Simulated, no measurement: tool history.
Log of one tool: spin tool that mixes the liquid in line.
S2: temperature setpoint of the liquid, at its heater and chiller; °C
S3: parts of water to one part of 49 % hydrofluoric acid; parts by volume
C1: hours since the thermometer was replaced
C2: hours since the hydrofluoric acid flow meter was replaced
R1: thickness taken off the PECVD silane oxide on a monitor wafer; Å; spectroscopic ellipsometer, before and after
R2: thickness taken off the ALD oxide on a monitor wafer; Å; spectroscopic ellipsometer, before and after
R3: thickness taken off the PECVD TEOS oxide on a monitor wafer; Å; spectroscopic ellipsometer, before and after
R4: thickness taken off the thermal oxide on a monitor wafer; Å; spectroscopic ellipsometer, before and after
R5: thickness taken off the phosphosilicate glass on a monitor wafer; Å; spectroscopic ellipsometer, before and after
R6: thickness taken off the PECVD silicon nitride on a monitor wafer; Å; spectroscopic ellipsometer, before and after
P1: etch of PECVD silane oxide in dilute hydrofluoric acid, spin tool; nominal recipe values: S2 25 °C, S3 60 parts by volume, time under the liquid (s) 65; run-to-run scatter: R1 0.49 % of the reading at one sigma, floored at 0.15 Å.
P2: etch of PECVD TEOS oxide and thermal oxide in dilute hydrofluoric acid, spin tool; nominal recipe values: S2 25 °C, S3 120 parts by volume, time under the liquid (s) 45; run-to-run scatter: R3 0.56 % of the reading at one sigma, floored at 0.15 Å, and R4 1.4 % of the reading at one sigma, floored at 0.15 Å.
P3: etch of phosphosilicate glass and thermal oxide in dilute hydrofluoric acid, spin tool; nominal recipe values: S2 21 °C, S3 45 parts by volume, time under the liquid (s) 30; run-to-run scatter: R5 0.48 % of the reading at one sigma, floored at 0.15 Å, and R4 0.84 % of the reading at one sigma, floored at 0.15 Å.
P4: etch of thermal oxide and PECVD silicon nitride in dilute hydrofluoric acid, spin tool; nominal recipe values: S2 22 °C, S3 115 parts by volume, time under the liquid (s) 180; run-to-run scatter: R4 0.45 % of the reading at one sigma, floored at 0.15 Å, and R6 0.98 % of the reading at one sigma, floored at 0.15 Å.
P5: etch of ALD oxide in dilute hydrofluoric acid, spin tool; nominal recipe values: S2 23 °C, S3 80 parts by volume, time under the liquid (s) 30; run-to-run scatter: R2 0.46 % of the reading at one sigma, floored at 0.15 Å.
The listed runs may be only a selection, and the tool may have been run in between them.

run 1 day=0.592 | process_that_ran=P1 S2=25 S3=60 time_under_the_liquid_(s)=65 | C1=391.7 C2=496.4 | R1=176.52
run 2 day=1.096 | process_that_ran=P1 S2=19 S3=60 time_under_the_liquid_(s)=95 | C1=403.8 C2=508.5 | R1=200.53
run 3 day=1.458 | process_that_ran=P1 S2=25 S3=60 time_under_the_liquid_(s)=65 | C1=412.5 C2=517.2 | R1=176.45
run 4 day=2.162 | process_that_ran=P5 S2=31 S3=80 time_under_the_liquid_(s)=30 | C1=429.4 C2=534.1 | R2=94.774
run 5 day=2.892 | process_that_ran=P1 S2=31.5 S3=35 time_under_the_liquid_(s)=65 | C1=446.9 C2=551.6 | R1=407.93
-- day=3.112 thermometer replaced
run 6 day=3.288 | process_that_ran=P2 S2=25 S3=200 time_under_the_liquid_(s)=45 | C1=4.3 C2=561.1 | R3=39.885 R4=9.6417
run 7 day=3.879 | process_that_ran=P5 S2=23 S3=35 time_under_the_liquid_(s)=30 | C1=18.5 C2=575.3 | R2=167.75
run 8 day=4.417 | process_that_ran=P5 S2=23 S3=80 time_under_the_liquid_(s)=60 | C1=31.4 C2=588.2 | R2=138.89
run 9 day=5.033 | process_that_ran=P2 S2=25 S3=120 time_under_the_liquid_(s)=45 | C1=46.2 C2=603 | R3=71.567 R4=18.591
run 10 day=5.767 | process_that_ran=P1 S2=25 S3=60 time_under_the_liquid_(s)=95 | C1=63.8 C2=620.6 | R1=258.37
run 11 day=6.262 | process_that_ran=P1 S2=25 S3=35 time_under_the_liquid_(s)=65 | C1=75.7 C2=632.5 | R1=315.9
run 12 day=6.629 | process_that_ran=P3 S2=21 S3=70 time_under_the_liquid_(s)=30 | C1=84.5 C2=641.3 | R4=18.264 R5=775.54
run 13 day=7.212 | process_that_ran=P1 S2=20 S3=60 time_under_the_liquid_(s)=65 | C1=98.5 C2=655.3 | R1=144.05
run 14 day=7.6 | process_that_ran=P3 S2=21 S3=45 time_under_the_liquid_(s)=15 | C1=107.8 C2=664.6 | R4=14.57 R5=622.47
run 15 day=8.342 | process_that_ran=P2 S2=25 S3=120 time_under_the_liquid_(s)=65 | C1=125.6 C2=682.4 | R3=103.98 R4=25.706
run 16 day=8.883 | process_that_ran=P4 S2=22 S3=115 time_under_the_liquid_(s)=285 | C1=138.6 C2=695.4 | R4=98.093 R6=37.838
-- day=9 hydrofluoric acid flow meter replaced
run 17 day=9.421 | process_that_ran=P2 S2=32.5 S3=120 time_under_the_liquid_(s)=45 | C1=151.5 C2=10.1 | R3=94.949 R4=24.24
run 18 day=9.842 | process_that_ran=P1 S2=25 S3=60 time_under_the_liquid_(s)=65 | C1=161.6 C2=20.2 | R1=176.34
run 19 day=10.25 | process_that_ran=P5 S2=23 S3=80 time_under_the_liquid_(s)=30 | C1=171.4 C2=30 | R2=69.778
run 20 day=10.75 | process_that_ran=P1 S2=25 S3=90 time_under_the_liquid_(s)=65 | C1=183.4 C2=42 | R1=113.6
run 21 day=11.162 | process_that_ran=P1 S2=25 S3=60 time_under_the_liquid_(s)=65 | C1=193.3 C2=51.9 | R1=176.91
run 22 day=11.783 | process_that_ran=P3 S2=21 S3=45 time_under_the_liquid_(s)=30 | C1=208.2 C2=66.8 | R4=29.448 R5=1257.1
run 23 day=12.262 | process_that_ran=P1 S2=32 S3=60 time_under_the_liquid_(s)=65 | C1=219.7 C2=78.3 | R1=231.51
run 24 day=12.912 | process_that_ran=P4 S2=22 S3=160 time_under_the_liquid_(s)=180 | C1=235.3 C2=93.9 | R4=42.864 R6=16.86
run 25 day=13.279 | process_that_ran=P5 S2=23 S3=80 time_under_the_liquid_(s)=30 | C1=244.1 C2=102.7 | R2=69.283
run 26 day=13.979 | process_that_ran=P4 S2=22 S3=115 time_under_the_liquid_(s)=180 | C1=260.9 C2=119.5 | R4=62.624 R6=23.141
run 27 day=14.45 | process_that_ran=P4 S2=17 S3=115 time_under_the_liquid_(s)=180 | C1=272.2 C2=130.8 | R4=50.846 R6=16.681
run 28 day=14.896 | process_that_ran=P1 S2=25 S3=60 time_under_the_liquid_(s)=25 | C1=282.9 C2=141.5 | R1=67.829
run 29 day=15.654 | process_that_ran=P3 S2=17 S3=45 time_under_the_liquid_(s)=30 | C1=301.1 C2=159.7 | R4=24.75 R5=1042.3
run 30 day=16.371 | process_that_ran=P1 S2=18.5 S3=90 time_under_the_liquid_(s)=65 | C1=318.3 C2=176.9 | R1=86.267
run 31 day=16.896 | process_that_ran=P1 S2=25 S3=60 time_under_the_liquid_(s)=65 | C1=330.9 C2=189.5 | R1=177.42
run 32 day=17.55 | process_that_ran=P1 S2=25 S3=60 time_under_the_liquid_(s)=65 | C1=346.6 C2=205.2 | R1=171.65
run 33 day=17.954 | process_that_ran=P1 S2=25 S3=60 time_under_the_liquid_(s)=65 | C1=356.3 C2=214.9 | R1=169.32
run 34 day=18.483 | process_that_ran=P1 S2=25 S3=60 time_under_the_liquid_(s)=65 | C1=369 C2=227.6 | R1=167.8
run 35 day=19.046 | process_that_ran=P1 S2=25 S3=60 time_under_the_liquid_(s)=65 | C1=382.5 C2=241.1 | R1=166.41
run 36 day=19.75 | process_that_ran=P1 S2=25 S3=60 time_under_the_liquid_(s)=65 | C1=399.4 C2=258 | R1=164.83
run 37 day=20.221 | process_that_ran=P1 S2=25 S3=60 time_under_the_liquid_(s)=65 | C1=410.7 C2=269.3 | R1=164.2
run 38 day=20.608 | process_that_ran=P1 S2=25 S3=60 time_under_the_liquid_(s)=65 | C1=420 C2=278.6 | R1=162.37
run 39 day=21.221 | process_that_ran=P1 S2=25 S3=60 time_under_the_liquid_(s)=65 | C1=434.7 C2=293.3 | R1=162.69
run 40 day=21.771 | process_that_ran=P1 S2=25 S3=60 time_under_the_liquid_(s)=65 | C1=447.9 C2=306.5 | R1=163.18
run 41 day=22.342 | process_that_ran=P1 S2=25 S3=60 time_under_the_liquid_(s)=65 | C1=461.6 C2=320.2 | R1=163.43
run 42 day=23.008 | process_that_ran=P1 S2=25 S3=60 time_under_the_liquid_(s)=65 | C1=477.6 C2=336.2 | R1=163.52

The log shows P1 creeping away from where it was. Any of the 2 causes listed here, at the size stated for it, fits the log just as well as the others:
A: liquid colder than its thermometer reads (K) = 2.07
B: hydrofluoric acid flow below the setpoint (%) = 7.49
The gradual shift began around day 16.896.

Consider the 4 check runs below, whose results appear as question marks and each of which averages 2 wafers. Which one distinguishes the causes, in that each cause would give it a clearly different result?
run check 1 day=23.675 | process_that_ran=P2 S2=25 S3=120 time_under_the_liquid_(s)=45 | R3=? R4=?
run check 2 day=23.675 | process_that_ran=P5 S2=23 S3=80 time_under_the_liquid_(s)=30 | R2=?
run check 3 day=23.675 | process_that_ran=P4 S2=22 S3=115 time_under_the_liquid_(s)=180 | R4=? R6=?
run check 4 day=23.675 | process_that_ran=P3 S2=21 S3=45 time_under_the_liquid_(s)=30 | R4=? R5=?

If the cause were each of the candidates in turn, the checks would give the following:
check=check_1 result=R3 if_A=66.517 if_B=65.934
check=check_1 result=R4 if_A=16.75 if_B=16.603
check=check_2 result=R2 if_A=63.865 if_B=63.792
check=check_3 result=R4 if_A=57.31 if_B=57.025
check=check_3 result=R6 if_A=20.611 if_B=21.942
check=check_4 result=R4 if_A=26.912 if_B=27.073
check=check_4 result=R5 if_A=1144.1 if_B=1150.9
Distance between the nearest two causes, measured in the result of the check that separates them most: check 1 0.88 %; check 2 0.12 %; check 3 6.26 %; check 4 0.6 %
Check 3 is the one run that separates the causes; every other check would come out nearly the same whichever cause is at work.

After running check 3, the following was obtained: R4 57.062 Å; R6 21.975 Å. Which cause does this point to?

Of the candidate causes, it is B: hydrofluoric acid flow below the setpoint (%).
